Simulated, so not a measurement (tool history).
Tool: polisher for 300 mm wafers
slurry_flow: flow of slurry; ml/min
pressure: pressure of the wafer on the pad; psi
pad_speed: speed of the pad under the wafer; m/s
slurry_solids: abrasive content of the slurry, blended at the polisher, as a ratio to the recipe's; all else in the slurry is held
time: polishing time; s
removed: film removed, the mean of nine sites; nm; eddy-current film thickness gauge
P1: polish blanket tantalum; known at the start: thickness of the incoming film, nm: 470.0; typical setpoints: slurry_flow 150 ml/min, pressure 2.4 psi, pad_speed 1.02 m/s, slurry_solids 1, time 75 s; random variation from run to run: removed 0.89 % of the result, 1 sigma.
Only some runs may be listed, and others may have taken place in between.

run	hour	slurry_flow	pressure	pad_speed	slurry_solids	time	removed
1	9.2	150	2.4	1.02	1	75	129.81
2	15.3	90	2.4	1.02	1	75	115.22
3	24	150	2.4	1.02	1	75	125.79
4	31.5	150	2.4	1.02	1	75	127.09
5	37.1	150	2.4	1.62	1	75	204.77
6	41.5	150	2.4	1.02	1.3	75	136.45
7	46.6	150	2.4	0.54	1	75	67.941
8	53.1	150	2.4	1.42	0.55	75	146.41
9	61.5	150	2.4	1.02	0.5	75	100.39
10	69.8	215	2.4	1.02	1	75	132.02
11	76.5	150	2.4	1.02	1	34	57.328
12	82.8	150	2.4	1.02	1	75	127.24
13	89.1	150	2.4	1.02	1	75	129.58
14	98.3	150	2.4	1.02	1	108	185.21
# hour 104.6: head pressure recalibrated
15	105	150	2.4	1.02	1	75	127.53
16	112.4	150	3.7	1.02	1	75	197.38
17	118.6	150	1.7	1.02	1	75	90.431
18	127.7	150	2.4	1.02	1	75	129.74
19	135	150	2.4	1.02	1	75	125.4
20	139.7	150	2.4	1.02	1	75	122.55
21	145.7	150	2.4	1.02	1	75	124.01
22	153.3	150	2.4	1.02	1	75	120.55
# hour 154.5: worn pad replaced by a new one
# hour 159.8: slurry blender recalibrated
23	160.2	150	2.4	1.02	1	75	120.89
24	167	150	2.4	1.02	1	75	122.1
25	172.4	150	2.4	1.02	1	75	119.43
26	180.5	150	2.4	1.02	1	75	122
27	188.2	150	2.4	1.02	1	75	120.97
28	196.2	150	2.4	1.02	1	75	118.27

What P1 gives has crept off from where it sat before. The 2 causes that follow fit the log equally well, each at the size noted:
A: slurry flow missing at the pad, % = 29.3
B: head's pressure below its setpoint, % = 6.8
Creep in the process output first set in at about hour 127.7.
Each remaining cause and why it is not a fit:
removal rate lost through wear of the pad, %: was serviced at hour 154.5, once the creep was under way, yet the earlier output never came back
abrasive missing from the slurry, %: was serviced at hour 159.8, once the creep was under way, yet the earlier output never came back

The 4 check runs listed below each average the results of 3 wafers, and their outcomes are marked with question marks. Under which run would the listed causes produce clearly different results?
check 1	204.2	150	2.4	1.02	0.55	75	?
check 2	204.2	150	3.2	1.02	1	75	?
check 3	204.2	180	2.4	1.02	0.65	75	?
check 4	204.2	90	2.4	1.02	0.7	75	?

Check results expected under each cause:
check	result	if A	if B
check 1	removed	96.978	96.969
check 2	removed	159.53	159.52
check 3	removed	107.9	106.73
check 4	removed	91.599	95.291
How far apart the two closest causes lie, in the result that separates them most: check 1 0.01 %; check 2 0.01 %; check 3 1.09 %; check 4 3.95 %
The other checks would show nearly matching results whichever cause is true, so check 4 is the only one that separates the causes.

Check 4 was then run and gave: removed 91.968 nm. Which cause is it?

It is A: slurry flow missing at the pad, %.

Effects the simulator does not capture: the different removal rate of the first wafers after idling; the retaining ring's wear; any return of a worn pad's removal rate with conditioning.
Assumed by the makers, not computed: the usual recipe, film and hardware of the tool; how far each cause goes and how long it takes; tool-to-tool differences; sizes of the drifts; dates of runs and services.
